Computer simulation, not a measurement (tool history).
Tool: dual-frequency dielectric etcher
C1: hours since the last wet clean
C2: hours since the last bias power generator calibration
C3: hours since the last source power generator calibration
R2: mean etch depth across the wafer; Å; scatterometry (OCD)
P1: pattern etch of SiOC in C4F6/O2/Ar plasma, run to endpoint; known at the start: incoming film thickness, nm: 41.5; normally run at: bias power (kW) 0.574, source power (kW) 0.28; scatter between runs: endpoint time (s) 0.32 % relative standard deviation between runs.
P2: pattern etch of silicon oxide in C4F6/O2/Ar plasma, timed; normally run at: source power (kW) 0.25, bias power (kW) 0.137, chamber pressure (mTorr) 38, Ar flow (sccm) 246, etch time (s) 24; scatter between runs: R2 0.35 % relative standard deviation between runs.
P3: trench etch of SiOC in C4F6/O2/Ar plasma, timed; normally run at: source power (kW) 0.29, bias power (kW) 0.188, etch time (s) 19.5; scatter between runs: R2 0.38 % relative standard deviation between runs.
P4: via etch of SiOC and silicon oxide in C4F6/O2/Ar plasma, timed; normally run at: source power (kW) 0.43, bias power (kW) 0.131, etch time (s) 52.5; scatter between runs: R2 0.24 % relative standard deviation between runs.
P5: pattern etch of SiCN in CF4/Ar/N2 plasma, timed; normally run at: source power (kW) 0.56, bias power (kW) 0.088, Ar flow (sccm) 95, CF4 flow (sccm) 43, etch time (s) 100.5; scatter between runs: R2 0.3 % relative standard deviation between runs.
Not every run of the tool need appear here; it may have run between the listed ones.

run 1 hour=13.6 | process_that_ran=P1 bias_power_(kW)=0.574 source_power_(kW)=0.28 | C1=148.2 C2=2509.9 C3=1159.4 | endpoint_time_(s)=15.349
run 2 hour=20.9 | process_that_ran=P5 bias_power_(kW)=0.088 source_power_(kW)=0.42 Ar_flow_(sccm)=95 CF4_flow_(sccm)=43 etch_time_(s)=100.5 | C1=155.5 C2=2517.2 C3=1166.7 | R2=819.69
run 3 hour=32.2 | process_that_ran=P2 bias_power_(kW)=0.137 source_power_(kW)=0.25 Ar_flow_(sccm)=246 etch_time_(s)=18 chamber_pressure_(mTorr)=38 | C1=166.8 C2=2528.5 C3=1178 | R2=417.17
run 4 hour=42 | process_that_ran=P5 bias_power_(kW)=0.088 source_power_(kW)=0.56 Ar_flow_(sccm)=130 CF4_flow_(sccm)=43 etch_time_(s)=100.5 | C1=176.6 C2=2538.3 C3=1187.8 | R2=999.06
run 5 hour=50.9 | process_that_ran=P1 bias_power_(kW)=0.574 source_power_(kW)=0.28 | C1=185.5 C2=2547.2 C3=1196.7 | endpoint_time_(s)=15.311
run 6 hour=65.4 | process_that_ran=P3 bias_power_(kW)=0.188 source_power_(kW)=0.29 etch_time_(s)=19.5 | C1=200 C2=2561.7 C3=1211.2 | R2=370.72
-- hour=73.3 source power generator calibrated
run 7 hour=75.9 | process_that_ran=P1 bias_power_(kW)=0.574 source_power_(kW)=0.28 | C1=210.5 C2=2572.2 C3=2.7 | endpoint_time_(s)=15.226
run 8 hour=83 | process_that_ran=P4 bias_power_(kW)=0.131 source_power_(kW)=0.43 etch_time_(s)=72.5 | C1=217.6 C2=2579.3 C3=9.8 | R2=750.68
run 9 hour=95.8 | process_that_ran=P1 bias_power_(kW)=0.574 source_power_(kW)=0.28 | C1=230.4 C2=2592.1 C3=22.6 | endpoint_time_(s)=15.26
run 10 hour=108.8 | process_that_ran=P3 bias_power_(kW)=0.188 source_power_(kW)=0.2 etch_time_(s)=19.5 | C1=243.4 C2=2605.1 C3=35.6 | R2=323.26
run 11 hour=123 | process_that_ran=P4 bias_power_(kW)=0.131 source_power_(kW)=0.43 etch_time_(s)=52.5 | C1=257.6 C2=2619.3 C3=49.8 | R2=546.47
run 12 hour=137.2 | process_that_ran=P2 bias_power_(kW)=0.173 source_power_(kW)=0.25 Ar_flow_(sccm)=246 etch_time_(s)=24 chamber_pressure_(mTorr)=38 | C1=271.8 C2=2633.5 C3=64 | R2=601.49
run 13 hour=151.7 | process_that_ran=P2 bias_power_(kW)=0.137 source_power_(kW)=0.25 Ar_flow_(sccm)=178 etch_time_(s)=24 chamber_pressure_(mTorr)=38 | C1=286.3 C2=2648 C3=78.5 | R2=574.76
run 14 hour=160.8 | process_that_ran=P5 bias_power_(kW)=0.088 source_power_(kW)=0.56 Ar_flow_(sccm)=95 CF4_flow_(sccm)=43 etch_time_(s)=100.5 | C1=295.4 C2=2657.1 C3=87.6 | R2=1051.1
run 15 hour=171.9 | process_that_ran=P1 bias_power_(kW)=0.574 source_power_(kW)=0.28 | C1=306.5 C2=2668.2 C3=98.7 | endpoint_time_(s)=15.324
run 16 hour=182.9 | process_that_ran=P1 bias_power_(kW)=0.79 source_power_(kW)=0.36 | C1=317.5 C2=2679.2 C3=109.7 | endpoint_time_(s)=12.191
run 17 hour=190.1 | process_that_ran=P4 bias_power_(kW)=0.181 source_power_(kW)=0.43 etch_time_(s)=52.5 | C1=324.7 C2=2686.4 C3=116.9 | R2=601.21
run 18 hour=196.5 | process_that_ran=P2 bias_power_(kW)=0.137 source_power_(kW)=0.25 Ar_flow_(sccm)=246 etch_time_(s)=24 chamber_pressure_(mTorr)=38 | C1=331.1 C2=2692.8 C3=123.3 | R2=552.76
run 19 hour=209.5 | process_that_ran=P5 bias_power_(kW)=0.119 source_power_(kW)=0.56 Ar_flow_(sccm)=95 CF4_flow_(sccm)=43 etch_time_(s)=100.5 | C1=344.1 C2=2705.8 C3=136.3 | R2=1183.8
run 20 hour=221 | process_that_ran=P3 bias_power_(kW)=0.188 source_power_(kW)=0.29 etch_time_(s)=24.5 | C1=355.6 C2=2717.3 C3=147.8 | R2=467.32
run 21 hour=229.4 | process_that_ran=P1 bias_power_(kW)=0.574 source_power_(kW)=0.18 | C1=364 C2=2725.7 C3=156.2 | endpoint_time_(s)=17.916
run 22 hour=243.5 | process_that_ran=P5 bias_power_(kW)=0.088 source_power_(kW)=0.56 Ar_flow_(sccm)=95 CF4_flow_(sccm)=31 etch_time_(s)=100.5 | C1=378.1 C2=2739.8 C3=170.3 | R2=999.56
run 23 hour=252.2 | process_that_ran=P1 bias_power_(kW)=0.574 source_power_(kW)=0.28 | C1=386.8 C2=2748.5 C3=179 | endpoint_time_(s)=15.243
run 24 hour=266.1 | process_that_ran=P5 bias_power_(kW)=0.088 source_power_(kW)=0.56 Ar_flow_(sccm)=95 CF4_flow_(sccm)=43 etch_time_(s)=100.5 | C1=400.7 C2=2762.4 C3=192.9 | R2=1047.1
run 25 hour=276.1 | process_that_ran=P3 bias_power_(kW)=0.225 source_power_(kW)=0.29 etch_time_(s)=19.5 | C1=410.7 C2=2772.4 C3=202.9 | R2=393.97
run 26 hour=286.3 | process_that_ran=P1 bias_power_(kW)=0.574 source_power_(kW)=0.34 | C1=420.9 C2=2782.6 C3=213.1 | endpoint_time_(s)=14.179
run 27 hour=294.8 | process_that_ran=P1 bias_power_(kW)=0.366 source_power_(kW)=0.28 | C1=429.4 C2=2791.1 C3=221.6 | endpoint_time_(s)=17.986
run 28 hour=309.3 | process_that_ran=P1 bias_power_(kW)=0.814 source_power_(kW)=0.28 | C1=443.9 C2=2805.6 C3=236.1 | endpoint_time_(s)=13.202
run 29 hour=315.8 | process_that_ran=P3 bias_power_(kW)=0.188 source_power_(kW)=0.29 etch_time_(s)=19.5 | C1=450.4 C2=2812.1 C3=242.6 | R2=371.48
run 30 hour=324.8 | process_that_ran=P2 bias_power_(kW)=0.137 source_power_(kW)=0.25 Ar_flow_(sccm)=246 etch_time_(s)=24 chamber_pressure_(mTorr)=31 | C1=459.4 C2=2821.1 C3=251.6 | R2=567.41
run 31 hour=337.1 | process_that_ran=P1 bias_power_(kW)=0.375 source_power_(kW)=0.18 | C1=471.7 C2=2833.4 C3=263.9 | endpoint_time_(s)=21.177
run 32 hour=344.5 | process_that_ran=P5 bias_power_(kW)=0.088 source_power_(kW)=0.56 Ar_flow_(sccm)=95 CF4_flow_(sccm)=43 etch_time_(s)=55.5 | C1=479.1 C2=2840.8 C3=271.3 | R2=581.79
run 33 hour=354.3 | process_that_ran=P2 bias_power_(kW)=0.137 source_power_(kW)=0.34 Ar_flow_(sccm)=246 etch_time_(s)=24 chamber_pressure_(mTorr)=38 | C1=488.9 C2=2850.6 C3=281.1 | R2=626.87
run 34 hour=364.5 | process_that_ran=P4 bias_power_(kW)=0.131 source_power_(kW)=0.27 etch_time_(s)=52.5 | C1=499.1 C2=2860.8 C3=291.3 | R2=454.09
run 35 hour=375.1 | process_that_ran=P4 bias_power_(kW)=0.131 source_power_(kW)=0.43 etch_time_(s)=52.5 | C1=509.7 C2=2871.4 C3=301.9 | R2=544.01
run 36 hour=383.6 | process_that_ran=P1 bias_power_(kW)=0.574 source_power_(kW)=0.28 | C1=518.2 C2=2879.9 C3=310.4 | endpoint_time_(s)=15.23
run 37 hour=396 | process_that_ran=P1 bias_power_(kW)=0.574 source_power_(kW)=0.28 | C1=530.6 C2=2892.3 C3=322.8 | endpoint_time_(s)=15.098
run 38 hour=404.1 | process_that_ran=P1 bias_power_(kW)=0.574 source_power_(kW)=0.28 | C1=538.7 C2=2900.4 C3=330.9 | endpoint_time_(s)=15.036
-- hour=411.2 wet clean of the chamber
run 39 hour=416.7 | process_that_ran=P1 bias_power_(kW)=0.574 source_power_(kW)=0.28 | C1=5.6 C2=2913 C3=343.5 | endpoint_time_(s)=14.953
run 40 hour=424.4 | process_that_ran=P1 bias_power_(kW)=0.574 source_power_(kW)=0.28 | C1=13.3 C2=2920.7 C3=351.2 | endpoint_time_(s)=14.946
run 41 hour=430.9 | process_that_ran=P1 bias_power_(kW)=0.574 source_power_(kW)=0.28 | C1=19.8 C2=2927.2 C3=357.7 | endpoint_time_(s)=15.028
run 42 hour=442 | process_that_ran=P1 bias_power_(kW)=0.574 source_power_(kW)=0.28 | C1=30.9 C2=2938.3 C3=368.8 | endpoint_time_(s)=15.007

Something has made what P1 gives creep away from where it was; the 2 causes below, each at its own stated size, fit the log equally well:
A: bias power that arrives over what is set, % = 4.18
B: source power that arrives over what is set, % = 4.44
The process output started creeping at around hour 383.6.
Every other cause this tool's parts could produce, and why it does not fit the log:
chamber walls in a state that raises the etch rate, %: was serviced at hour 411.2, once the creep was under way, yet the earlier output never came back

The list below offers 4 check runs, each averaging the results of 2 wafers, and shows each result as a question mark. For which of them would the listed causes give clearly different results?
run check 1 hour=453.1 | process_that_ran=P4 bias_power_(kW)=0.177 source_power_(kW)=0.35 etch_time_(s)=52.5 | R2=?
run check 2 hour=453.1 | process_that_ran=P5 bias_power_(kW)=0.108 source_power_(kW)=0.56 Ar_flow_(sccm)=95 CF4_flow_(sccm)=35 etch_time_(s)=100.5 | R2=?
run check 3 hour=453.1 | process_that_ran=P3 bias_power_(kW)=0.188 source_power_(kW)=0.25 etch_time_(s)=19.5 | R2=?
run check 4 hour=453.1 | process_that_ran=P2 bias_power_(kW)=0.137 source_power_(kW)=0.33 Ar_flow_(sccm)=246 etch_time_(s)=24 chamber_pressure_(mTorr)=38 | R2=?

Expected result of each check under each candidate cause:
check=check_1 result=R2 if_A=558.87 if_B=560.82
check=check_2 result=R2 if_A=1120.5 if_B=1144
check=check_3 result=R2 if_A=354.51 if_B=355.62
check=check_4 result=R2 if_A=626.34 if_B=629.32
Minimum pairwise separation of causes per check, each pair taken at its best-separating result: check 1 0.35 %; check 2 2.07 %; check 3 0.31 %; check 4 0.47 %
Check 2 tells the causes apart: in the others they would give nearly the same result.

After running check 2, the following was obtained: R2 1122.9 Å. Which cause does this point to?

A is the cause: bias power that arrives over what is set, %.
